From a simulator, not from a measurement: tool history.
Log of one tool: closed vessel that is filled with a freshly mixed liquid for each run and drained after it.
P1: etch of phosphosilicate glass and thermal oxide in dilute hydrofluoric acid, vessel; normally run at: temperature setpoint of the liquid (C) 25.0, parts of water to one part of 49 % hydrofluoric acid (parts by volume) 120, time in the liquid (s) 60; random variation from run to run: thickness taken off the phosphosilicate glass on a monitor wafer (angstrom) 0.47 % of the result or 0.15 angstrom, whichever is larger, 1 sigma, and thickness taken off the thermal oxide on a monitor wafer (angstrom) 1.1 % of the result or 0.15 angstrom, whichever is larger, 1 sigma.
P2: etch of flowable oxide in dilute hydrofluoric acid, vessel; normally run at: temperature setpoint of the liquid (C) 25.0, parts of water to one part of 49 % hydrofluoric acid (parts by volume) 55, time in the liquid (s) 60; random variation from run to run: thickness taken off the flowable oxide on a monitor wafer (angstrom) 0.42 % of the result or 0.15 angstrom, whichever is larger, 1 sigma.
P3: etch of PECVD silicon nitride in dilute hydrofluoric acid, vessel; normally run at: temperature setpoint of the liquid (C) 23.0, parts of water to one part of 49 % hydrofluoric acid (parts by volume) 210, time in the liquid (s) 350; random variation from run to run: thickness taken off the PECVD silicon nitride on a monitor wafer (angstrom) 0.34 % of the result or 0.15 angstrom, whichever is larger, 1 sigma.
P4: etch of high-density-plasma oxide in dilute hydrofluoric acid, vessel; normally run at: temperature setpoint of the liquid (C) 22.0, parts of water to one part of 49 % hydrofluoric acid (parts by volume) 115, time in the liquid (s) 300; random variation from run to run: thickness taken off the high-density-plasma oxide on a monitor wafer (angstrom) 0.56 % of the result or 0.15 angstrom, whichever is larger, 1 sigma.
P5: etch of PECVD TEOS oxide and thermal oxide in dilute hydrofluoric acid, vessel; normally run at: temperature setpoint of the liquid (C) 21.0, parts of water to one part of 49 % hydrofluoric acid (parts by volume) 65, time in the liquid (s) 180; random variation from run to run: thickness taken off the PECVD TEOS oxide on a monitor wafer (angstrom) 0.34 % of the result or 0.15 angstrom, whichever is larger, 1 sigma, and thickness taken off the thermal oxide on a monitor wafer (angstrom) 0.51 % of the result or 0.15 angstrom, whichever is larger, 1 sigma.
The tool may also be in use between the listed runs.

run     day  process that ran  temperature setpoint of the liquid (C)  parts of water to one part of 49 % hydrofluoric acid (parts by volume)  time in the liquid (s)  hours since the thermometer was replaced  hours since the hydrofluoric acid flow meter was replaced  thickness taken off the phosphosilicate glass on a monitor wafer (angstrom)  thickness taken off the thermal oxide on a monitor wafer (angstrom)  thickness taken off the high-density-plasma oxide on a monitor wafer (angstrom)  thickness taken off the PECVD TEOS oxide on a monitor wafer (angstrom)  thickness taken off the flowable oxide on a monitor wafer (angstrom)  thickness taken off the PECVD silicon nitride on a monitor wafer (angstrom)
  1   0.296                P1                                    25.0                                                                     120                      60                                    1783.2                                                      512.7                                                                       434.76                                                               25.096
  2   0.867                P4                                    29.5                                                                     115                     300                                    1796.9                                                      526.4                                                                                                                                                                                                                            165.070
  3   1.292                P5                                    21.0                                                                      65                     180                                    1807.1                                                      536.6                                                                                                                                           130.300                                                                                                                                                  307.810
  4   1.746                P1                                    18.0                                                                      55                      60                                    1818.0                                                      547.5                                                                       770.73                                                               44.889
  5   2.296                P2                                    25.0                                                                      55                      60                                    1831.2                                                      560.7                                                                                                                                                                                                                                                                                                                                                                           562.39
  6   2.767                P4                                    22.0                                                                     115                     300                                    1842.5                                                      572.0                                                                                                                                                                                                                            126.480
  7   3.254                P4                                    22.0                                                                     210                     300                                    1854.2                                                      583.7                                                                                                                                                                                                                             62.154
  8   3.533                P1                                    25.0                                                                     120                      60                                    1860.9                                                      590.4                                                                       435.74                                                               24.651
  9   4.112                P1                                    25.0                                                                     175                      60                                    1874.8                                                      604.3                                                                       277.26                                                               16.125
 10   4.633                P5                                    21.0                                                                      65                      30                                    1887.3                                                      616.8                                                                                                                                            22.112                                                                                                                                                   51.798
 11   4.912                P1                                    25.0                                                                     120                      30                                    1894.0                                                      623.5                                                                       217.36                                                               12.544
      5.508  -- thermometer replaced
 12   5.529                P5                                    27.5                                                                      65                     180                                       0.6                                                      638.3                                                                                                                                           171.030                                                                                                                                                  399.670
 13   5.879                P5                                    21.0                                                                     105                     180                                       9.0                                                      646.7                                                                                                                                            77.409                                                                                                                                                  181.680
 14   6.246                P3                                    23.0                                                                     210                     350                                      17.8                                                      655.5                                                                                                                                                                                                                                                                                                                                                                                                                                                        62.867
 15   6.667                P1                                    29.0                                                                     120                      60                                      27.9                                                      665.6                                                                       505.79                                                               29.971
 16   7.146                P1                                    21.0                                                                     120                      60                                      39.4                                                      677.1                                                                       370.42                                                               21.388
 17   7.433                P1                                    25.0                                                                     120                      60                                      46.3                                                      684.0                                                                       432.92                                                               25.466
 18   7.738                P2                                    30.0                                                                      55                      60                                      53.6                                                      691.3                                                                                                                                                                                                                                                                                                                                                                           689.81
 19   8.096                P1                                    25.0                                                                      70                      60                                      62.2                                                      699.9                                                                       797.90                                                               45.261
 20   8.379                P4                                    22.0                                                                     115                      80                                      69.0                                                      706.7                                                                                                                                                                                                                             33.222
 21   8.967                P1                                    25.0                                                                     120                      60                                      83.1                                                      720.8                                                                       435.92                                                               24.884
 22   9.317                P3                                    23.0                                                                     210                     105                                      91.5                                                      729.2                                                                                                                                                                                                                                                                                                                                                                                                                                                        18.985
      9.783  -- hydrofluoric acid flow meter replaced
 23   9.788                P3                                    30.0                                                                     210                     350                                     102.8                                                        0.1                                                                                                                                                                                                                                                                                                                                                                                                                                                        96.012
 24  10.383                P2                                    25.0                                                                      55                      30                                     117.1                                                       14.4                                                                                                                                                                                                                                                                                                                                                                           283.28
 25  10.988                P3                                    23.0                                                                      75                     350                                     131.6                                                       28.9                                                                                                                                                                                                                                                                                                                                                                                                                                                       173.410
 26  11.617                P1                                    25.0                                                                     120                     115                                     146.7                                                       44.0                                                                       836.89                                                               48.074
 27  11.925                P2                                    25.0                                                                      80                      60                                     154.1                                                       51.4                                                                                                                                                                                                                                                                                                                                                                           375.72
 28  12.292                P1                                    25.0                                                                     120                      60                                     162.9                                                       60.2                                                                       438.81                                                               25.336
 29  12.783                P1                                    25.0                                                                     120                      60                                     174.7                                                       72.0                                                                       434.13                                                               25.033
 30  13.233                P1                                    25.0                                                                     120                      60                                     185.5                                                       82.8                                                                       449.18                                                               25.971
 31  13.625                P1                                    25.0                                                                     120                      60                                     194.9                                                       92.2                                                                       454.91                                                               25.967
 32  14.217                P1                                    25.0                                                                     120                      60                                     209.1                                                      106.4                                                                       464.83                                                               27.296
 33  14.508                P1                                    25.0                                                                     120                      60                                     216.1                                                      113.4                                                                       468.16                                                               27.404
 34  14.862                P1                                    25.0                                                                     120                      60                                     224.6                                                      121.9                                                                       469.44                                                               27.441
 35  15.283                P1                                    25.0                                                                     120                      60                                     234.7                                                      132.0                                                                       471.92                                                               27.398
 36  15.650                P1                                    25.0                                                                     120                      60                                     243.5                                                      140.8                                                                       471.06                                                               27.919
 37  16.038                P1                                    25.0                                                                     120                      60                                     252.8                                                      150.1                                                                       472.53                                                               28.226
 38  16.458                P1                                    25.0                                                                     120                      60                                     262.9                                                      160.2                                                                       472.88                                                               26.964

What P1 gives has crept away from where it was. These 2 causes fit the log equally well, each at the size given:
A: hydrofluoric acid flow above the setpoint (%) = 7.91
B: liquid hotter than its thermometer reads (K) = 2.28
The creep began at about day 12.783.

4 check runs are offered, one wafer each, their results left as question marks. Which one tells the causes apart?
check 1  16.879                P4                                    29.0                                                                     175                     300                                                                                                                                                                                                                                                                                                                                       ?
check 2  16.879                P3                                    29.5                                                                     210                     350                                                                                                                                                                                                                                                                                                                                                                                                                                                                                                                                                                  ?
check 3  16.879                P2                                    25.0                                                                      75                      60                                                                                                                                                                                                                                                                                                                                                                                                                                                                                     ?
check 4  16.879                P5                                    24.5                                                                      65                      30                                                                                                                                                                                                                                                      ?                                                                                                                                                        ?

What each check would give under each cause:
  check                                                                           result     if A     if B
check 1  thickness taken off the high-density-plasma oxide on a monitor wafer (angstrom)  108.840  107.550
check 2      thickness taken off the PECVD silicon nitride on a monitor wafer (angstrom)  101.660  107.680
check 3             thickness taken off the flowable oxide on a monitor wafer (angstrom)   438.67   441.74
check 4              thickness taken off the thermal oxide on a monitor wafer (angstrom)   27.460   27.713
check 4           thickness taken off the PECVD TEOS oxide on a monitor wafer (angstrom)   64.491   65.084
How far apart the two closest causes lie, in the result that separates them most: check 1 1.2 %; check 2 5.75 %; check 3 0.7 %; check 4 0.92 %
Only check 2 tells the causes apart: in the others they would give nearly the same result.

Check 2 was then run and gave: thickness taken off the PECVD silicon nitride on a monitor wafer (angstrom) 107.750. Which cause is it?

It is B: liquid hotter than its thermometer reads (K).
